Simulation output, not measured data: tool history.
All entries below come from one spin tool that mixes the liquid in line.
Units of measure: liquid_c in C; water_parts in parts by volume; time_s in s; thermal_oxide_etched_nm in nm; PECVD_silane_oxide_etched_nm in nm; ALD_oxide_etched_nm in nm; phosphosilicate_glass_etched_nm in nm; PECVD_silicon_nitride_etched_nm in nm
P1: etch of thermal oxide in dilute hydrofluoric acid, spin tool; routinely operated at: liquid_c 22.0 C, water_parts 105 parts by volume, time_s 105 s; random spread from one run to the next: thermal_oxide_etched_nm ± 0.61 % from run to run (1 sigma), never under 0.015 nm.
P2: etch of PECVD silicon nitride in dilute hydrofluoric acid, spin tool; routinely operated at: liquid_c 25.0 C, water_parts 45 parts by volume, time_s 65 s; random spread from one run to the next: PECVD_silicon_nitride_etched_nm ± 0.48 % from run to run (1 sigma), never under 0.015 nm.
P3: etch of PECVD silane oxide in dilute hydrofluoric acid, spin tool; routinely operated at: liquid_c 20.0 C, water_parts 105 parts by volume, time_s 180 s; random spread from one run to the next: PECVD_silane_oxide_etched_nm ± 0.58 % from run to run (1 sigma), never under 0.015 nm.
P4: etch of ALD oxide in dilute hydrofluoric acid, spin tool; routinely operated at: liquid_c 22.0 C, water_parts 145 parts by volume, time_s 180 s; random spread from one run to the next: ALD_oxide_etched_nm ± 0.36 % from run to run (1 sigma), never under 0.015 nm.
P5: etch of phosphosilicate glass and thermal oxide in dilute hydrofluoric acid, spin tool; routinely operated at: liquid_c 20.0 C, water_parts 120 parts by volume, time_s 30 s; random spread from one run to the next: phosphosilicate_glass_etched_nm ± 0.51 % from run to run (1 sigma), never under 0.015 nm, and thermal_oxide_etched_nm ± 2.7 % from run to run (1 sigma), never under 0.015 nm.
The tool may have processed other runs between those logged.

| run | day | process | liquid_c | water_parts | time_s | thermal_oxide_etched_nm | PECVD_silane_oxide_etched_nm | ALD_oxide_etched_nm | phosphosilicate_glass_etched_nm | PECVD_silicon_nitride_etched_nm |
|---|---|---|---|---|---|---|---|---|---|---|
| 1 | 0.171 | P1 | 22.0 | 105 | 105 | 4.48780 |  |  |  |  |
| 2 | 0.358 | P3 | 20.0 | 105 | 180 |  | 22.2480 |  |  |  |
| 3 | 0.458 | P4 | 22.0 | 145 | 80 |  |  | 7.2315 |  |  |
| 4 | 0.558 | P5 | 20.0 | 120 | 55 | 1.62620 |  |  | 23.7110 |  |
| 5 | 0.683 | P4 | 17.0 | 145 | 180 |  |  | 13.3960 |  |  |
| 6 | 0.825 | P1 | 22.0 | 65 | 105 | 7.72520 |  |  |  |  |
| 7 | 0.925 | P3 | 25.0 | 105 | 180 |  | 27.0830 |  |  |  |
| 8 | 1.088 | P4 | 22.0 | 75 | 180 |  |  | 34.4230 |  |  |
| 9 | 1.271 | P5 | 17.0 | 120 | 30 | 0.80877 |  |  | 11.3940 |  |
| 10 | 1.429 | P1 | 17.0 | 105 | 105 | 3.71740 |  |  |  |  |
| 11 | 1.529 | P5 | 20.0 | 120 | 30 | 0.92645 |  |  | 12.8520 |  |
| 12 | 1.662 | P1 | 22.0 | 105 | 105 | 4.52460 |  |  |  |  |
| 13 | 1.862 | P2 | 20.5 | 45 | 65 |  |  |  |  | 3.8830 |
| 14 | 2.025 | P3 | 20.0 | 105 | 80 |  | 9.8325 |  |  |  |
| 15 | 2.171 | P1 | 22.0 | 105 | 215 | 9.28590 |  |  |  |  |
| 16 | 2.275 | P3 | 20.0 | 105 | 180 |  | 22.2570 |  |  |  |
| 17 | 2.371 | P4 | 22.0 | 145 | 180 |  |  | 16.3840 |  |  |
| 18 | 2.467 | P1 | 26.5 | 105 | 105 | 5.40690 |  |  |  |  |
|  | 2.488 | thermometer replaced |
| 19 | 2.567 | P3 | 20.0 | 40 | 180 |  | 63.4080 |  |  |  |
| 20 | 2.696 | P5 | 20.0 | 210 | 30 | 0.52577 |  |  | 6.7691 |  |
| 21 | 2.846 | P2 | 25.0 | 45 | 65 |  |  |  |  | 5.2692 |
| 22 | 2.979 | P1 | 22.0 | 105 | 105 | 4.58980 |  |  |  |  |
| 23 | 3.121 | P1 | 22.0 | 105 | 105 | 4.53410 |  |  |  |  |
| 24 | 3.267 | P2 | 25.0 | 45 | 65 |  |  |  |  | 5.2754 |
| 25 | 3.446 | P1 | 22.0 | 165 | 105 | 2.71010 |  |  |  |  |
| 26 | 3.538 | P1 | 22.0 | 105 | 105 | 4.58750 |  |  |  |  |
| 27 | 3.650 | P1 | 22.0 | 60 | 60 | 4.75440 |  |  |  |  |
| 28 | 3.800 | P2 | 25.0 | 45 | 115 |  |  |  |  | 9.3280 |
| 29 | 4.004 | P1 | 22.0 | 105 | 50 | 2.21050 |  |  |  |  |
| 30 | 4.117 | P2 | 25.0 | 20 | 65 |  |  |  |  | 11.4230 |
| 31 | 4.229 | P1 | 22.0 | 105 | 105 | 4.53540 |  |  |  |  |
| 32 | 4.354 | P1 | 22.0 | 105 | 105 | 4.63730 |  |  |  |  |
| 33 | 4.562 | P1 | 22.0 | 105 | 105 | 4.78110 |  |  |  |  |
| 34 | 4.729 | P1 | 22.0 | 105 | 105 | 4.82270 |  |  |  |  |
| 35 | 4.833 | P1 | 22.0 | 105 | 105 | 4.83490 |  |  |  |  |
| 36 | 4.962 | P1 | 22.0 | 105 | 105 | 4.89160 |  |  |  |  |
| 37 | 5.071 | P1 | 22.0 | 105 | 105 | 4.86870 |  |  |  |  |
| 38 | 5.162 | P1 | 22.0 | 105 | 105 | 4.85030 |  |  |  |  |
| 39 | 5.362 | P1 | 22.0 | 105 | 105 | 4.89570 |  |  |  |  |

The output of P1 has drifted from where it used to be. Each of the 2 causes below, taken at the size shown beside it, accounts for the log equally well:
A: hydrofluoric acid flow above the setpoint (%) = 6.8
B: liquid hotter than its thermometer reads (K) = 1.85
Creep in the process output first set in at about day 4.229.

Below are 4 check runs, each on a single wafer, with their results shown as question marks. Which of them would tell the listed causes apart, meaning the causes would give clearly different results under it?
| check 1 | 5.562 | P5 | 20.0 | 120 | 30 | ? |  |  | ? |  |
| check 2 | 5.562 | P2 | 25.0 | 45 | 65 |  |  |  |  | ? |
| check 3 | 5.562 | P4 | 22.0 | 145 | 180 |  |  | ? |  |  |
| check 4 | 5.562 | P3 | 20.0 | 105 | 180 |  | ? |  |  |  |

How each check would come out, cause by cause:
| check | result | if A | if B |
|---|---|---|---|
| check 1 | thermal_oxide_etched_nm | 1.00740 | 1.00760 |
| check 1 | phosphosilicate_glass_etched_nm | 13.8900 | 13.8940 |
| check 2 | PECVD_silicon_nitride_etched_nm | 5.6203 | 5.9612 |
| check 3 | ALD_oxide_etched_nm | 17.7120 | 17.6370 |
| check 4 | PECVD_silane_oxide_etched_nm | 23.9090 | 23.9530 |
Per check, the gap between the least separated pair of causes, taken in the result that splits them most: check 1 0.03 %; check 2 5.89 %; check 3 0.42 %; check 4 0.18 %
Of the check runs offered, only check 2 discriminates between the causes; the rest would read about the same regardless of which cause applies.

After running check 2, the following was obtained: PECVD_silicon_nitride_etched_nm 5.6601 nm. Which cause does this point to?

Of the candidate causes, it is A: hydrofluoric acid flow above the setpoint (%).

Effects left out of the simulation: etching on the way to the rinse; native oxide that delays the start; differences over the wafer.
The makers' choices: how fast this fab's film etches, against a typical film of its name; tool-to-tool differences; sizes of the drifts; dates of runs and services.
